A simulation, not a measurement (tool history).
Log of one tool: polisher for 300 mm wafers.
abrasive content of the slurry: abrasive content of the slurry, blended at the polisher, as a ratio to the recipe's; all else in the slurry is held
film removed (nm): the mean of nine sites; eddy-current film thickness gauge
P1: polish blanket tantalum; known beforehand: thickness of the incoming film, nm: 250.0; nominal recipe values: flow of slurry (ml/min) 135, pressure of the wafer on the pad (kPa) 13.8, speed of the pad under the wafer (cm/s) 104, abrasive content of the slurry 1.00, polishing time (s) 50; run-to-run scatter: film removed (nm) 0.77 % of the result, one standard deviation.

run    day  flow of slurry (ml/min)  pressure of the wafer on the pad (kPa)  speed of the pad under the wafer (cm/s)  abrasive content of the slurry  polishing time (s)  wafers polished on this pad  hours since the slurry nozzle was cleaned  hours since the head pressure was calibrated  hours since the slurry blender was calibrated  film removed (nm)
  1  0.188                      135                                    13.8                                      104                            1.00                  50                          355                                      101.3                                         630.1                                          344.8             88.784
  2  0.433                      135                                    21.4                                      104                            1.00                  50                          433                                      107.2                                         636.0                                          350.7            138.410
  3  0.642                      135                                    13.8                                      164                            1.00                  50                          500                                      112.2                                         641.0                                          355.7            140.540
  4  0.975                      135                                    13.8                                      104                            1.45                  50                          607                                      120.2                                         649.0                                          363.7             98.809
  5  1.288                       80                                    13.8                                      104                            1.00                  50                          707                                      127.7                                         656.5                                          371.2             78.445
  6  1.621                      135                                    13.8                                      104                            0.55                  50                          814                                      135.7                                         664.5                                          379.2             71.812
  7  1.800                      135                                    13.8                                      104                            1.00                  50                          872                                      140.0                                         668.8                                          383.5             89.508
  8  2.025                      135                                    13.8                                      104                            1.00                  50                          944                                      145.4                                         674.2                                          388.9             89.402
  9  2.212                      210                                    13.8                                      104                            1.00                  50                         1004                                      149.9                                         678.7                                          393.4             94.470
 10  2.517                      135                                    13.8                                       48                            1.00                  50                         1102                                      157.2                                         686.0                                          400.7             40.581
 11  2.825                      135                                    13.8                                      104                            1.00                  78                         1200                                      164.6                                         693.4                                          408.1            140.470
 12  3.004                      135                                    13.8                                      104                            1.00                  26                         1258                                      168.9                                         697.7                                          412.4             45.421
 13  3.262                      135                                    17.9                                      104                            0.75                  50                         1341                                      175.1                                         703.9                                          418.6            105.090
 14  3.592                      135                                    13.8                                      104                            1.00                  50                         1446                                      183.0                                         711.8                                          426.5             88.781
 15  3.846                      135                                     6.2                                      104                            1.00                  50                         1528                                      189.1                                         717.9                                          432.6             40.387
 16  4.133                      135                                    19.3                                       54                            1.00                  50                         1620                                      196.0                                         724.8                                          439.5             64.784
 17  4.475                      135                                    13.8                                      160                            0.55                  50                         1730                                      204.2                                         733.0                                          447.7            111.190
 18  4.717                      135                                    13.8                                      104                            1.00                  50                         1807                                      210.0                                         738.8                                          453.5             89.718
 19  4.992                      135                                    13.8                                      104                            1.00                  50                         1895                                      216.6                                         745.4                                          460.1             84.987
 20  5.312                      135                                    13.8                                      104                            1.00                  50                         1998                                      224.3                                         753.1                                          467.8             83.782
 21  5.650                      135                                    13.8                                      104                            1.00                  50                         2106                                      232.4                                         761.2                                          475.9             81.304
     5.717  -- slurry blender recalibrated
 22  5.967                      135                                    13.8                                      104                            1.00                  50                         2208                                      240.0                                         768.8                                            6.0             80.207
 23  6.262                      135                                    13.8                                      104                            1.00                  50                         2303                                      247.1                                         775.9                                           13.1             80.596
 24  6.546                      135                                    13.8                                      104                            1.00                  50                         2394                                      253.9                                         782.7                                           19.9             79.617
     6.617  -- worn pad replaced by a new one
 25  6.717                      135                                    13.8                                      104                            1.00                  50                           32                                      258.0                                         786.8                                           24.0             80.828
 26  6.896                      135                                    13.8                                      104                            1.00                  50                           90                                      262.3                                         791.1                                           28.3             79.286
 27  7.246                      135                                    13.8                                      104                            1.00                  50                          202                                      270.7                                         799.5                                           36.7             79.077
 28  7.442                      135                                    13.8                                      104                            1.00                  50                          265                                      275.4                                         804.2                                           41.4             79.745

The output of P1 has drifted from where it used to be. Each of the 2 causes below, taken at the size shown beside it, accounts for the log equally well:
A: slurry flow missing at the pad, % = 39.4
B: head's pressure below its setpoint, % = 11.3
The drift started at roughly day 4.717.
Excluded causes, each with its reason:
removal rate lost through wear of the pad, %: serviced after onset, at day 6.617, with no recovery of the prior output
abrasive missing from the slurry, %: serviced after onset, at day 5.717, with no recovery of the prior output

Each of the 4 check runs below uses one wafer; its results are left as question marks. Which run tells the causes apart?
check 1  7.638                       80                                    13.8                                       62                            1.00                  50                                                                                                                                                                                       ?
check 2  7.638                      135                                    13.8                                      104                            0.60                  74                                                                                                                                                                                       ?
check 3  7.638                      135                                    13.8                                      160                            1.00                  78                                                                                                                                                                                       ?
check 4  7.638                      135                                     6.2                                      104                            1.30                  50                                                                                                                                                                                       ?

Expected result of each check under each candidate cause:
  check             result     if A     if B
check 1  film removed (nm)   38.841   41.561
check 2  film removed (nm)   98.369   98.430
check 3  film removed (nm)  189.900  190.020
check 4  film removed (nm)   38.120   38.144
Minimum pairwise separation of causes per check, each pair taken at its best-separating result: check 1 6.77 %; check 2 0.06 %; check 3 0.06 %; check 4 0.06 %
Of the check runs offered, only check 1 discriminates between the causes; the rest would read about the same regardless of which cause applies.

Check 1 has now been run. It gave: film removed (nm) 41.783. Which of the candidate causes is it?

The cause is B: head's pressure below its setpoint, %.

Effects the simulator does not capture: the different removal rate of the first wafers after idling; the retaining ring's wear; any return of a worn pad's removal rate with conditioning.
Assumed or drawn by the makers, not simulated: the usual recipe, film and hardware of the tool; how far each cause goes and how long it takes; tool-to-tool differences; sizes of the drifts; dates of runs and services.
